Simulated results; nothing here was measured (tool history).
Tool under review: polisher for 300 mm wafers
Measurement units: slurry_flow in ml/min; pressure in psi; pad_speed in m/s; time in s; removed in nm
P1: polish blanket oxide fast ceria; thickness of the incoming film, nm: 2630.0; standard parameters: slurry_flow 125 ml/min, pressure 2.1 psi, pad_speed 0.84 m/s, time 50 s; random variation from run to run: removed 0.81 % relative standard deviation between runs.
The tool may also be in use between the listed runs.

run,hour,slurry_flow,pressure,pad_speed,time,wafers polished on this pad,hours since the slurry nozzle was cleaned,hours since the head pressure was calibrated,removed
1,4.4,125,2.1,0.84,50,800,358.7,1089.9,404.54
2,11.3,125,2.1,0.84,50,853,365.6,1096.8,403.34
3,15.7,125,2.1,0.84,50,887,370,1101.2,404.37
4,22.7,125,2.1,0.84,50,940,377,1108.2,398.88
5,28.4,175,2.7,0.84,50,984,382.7,1113.9,551.08
6,34.7,125,2.1,0.84,50,1032,389,1120.2,402.59
7,41.7,125,3.2,0.84,50,1086,396,1127.2,610.64
8,46.8,125,1.1,0.84,50,1125,401.1,1132.3,208.82
9,54.6,80,2.7,0.84,50,1184,408.9,1140.1,458.94
10,62.5,125,2.1,1.14,50,1245,416.8,1148,543.18
11,69.3,200,2.1,0.84,50,1297,423.6,1154.8,433.12
12,77.4,125,2.1,0.84,25,1359,431.7,1162.9,202.14
13,82.3,125,2.1,0.38,50,1396,436.6,1167.8,183.74
14,87,85,2.1,0.84,50,1432,441.3,1172.5,366.36
15,92.1,125,2.1,0.84,68,1471,446.4,1177.6,548.8
16,98.7,125,2.1,0.84,50,1522,453,1184.2,402.8
17,103.9,125,2.1,0.84,50,1561,458.2,1189.4,391.36
18,110.9,125,2.1,0.84,50,1615,465.2,1196.4,390.37
19,118.1,125,2.1,0.84,50,1670,472.4,1203.6,379.09
20,123.2,125,2.1,0.84,50,1709,477.5,1208.7,378.71
21,127.2,125,2.1,0.84,50,1740,481.5,1212.7,379.59
22,131,125,2.1,0.84,50,1769,485.3,1216.5,374.71
23,135.9,125,2.1,0.84,50,1806,490.2,1221.4,377.28
# hour 138.3: head pressure recalibrated
24,140.8,125,2.1,0.84,50,1844,495.1,2.5,377.44
25,148.4,125,2.1,0.84,50,1902,502.7,10.1,377.73
26,152.4,125,2.1,0.84,50,1932,506.7,14.1,372.44

What P1 gives has crept off from where it sat before. The 2 causes that follow fit the log equally well, each at the size noted:
A: slurry flow missing at the pad, % = 27.3
B: removal rate lost through wear of the pad, % = 7.29
The creep began at about hour 98.7.
Why every other cause is out:
head's pressure below its setpoint, %: was serviced at hour 138.3, once the creep was under way, yet the earlier output never came back

The 4 check runs listed below each average the results of 5 wafers, and their outcomes are marked with question marks. Under which run would the listed causes produce clearly different results?
check 1,156.4,125,3,1.1,50,,,,?
check 2,156.4,125,1.1,0.84,33,,,,?
check 3,156.4,125,2.1,0.38,50,,,,?
check 4,156.4,195,2.1,0.84,61,,,,?

If the cause were each of the candidates in turn, the checks would give the following:
check,result,if A,if B
check 1,removed,700.44,700.36
check 2,removed,129.44,129.43
check 3,removed,169.38,169.36
check 4,removed,504.81,492.22
Separation of the two closest causes in each check, using whichever result separates them best: check 1 0.01 %; check 2 0.01 %; check 3 0.01 %; check 4 2.52 %
Check 4 distinguishes between the causes, while the remaining checks would return nearly the same result for all of them.

Running check 4 produced the following: removed 506.02 nm. Which one of the listed causes fits?

The cause is A: slurry flow missing at the pad, %.
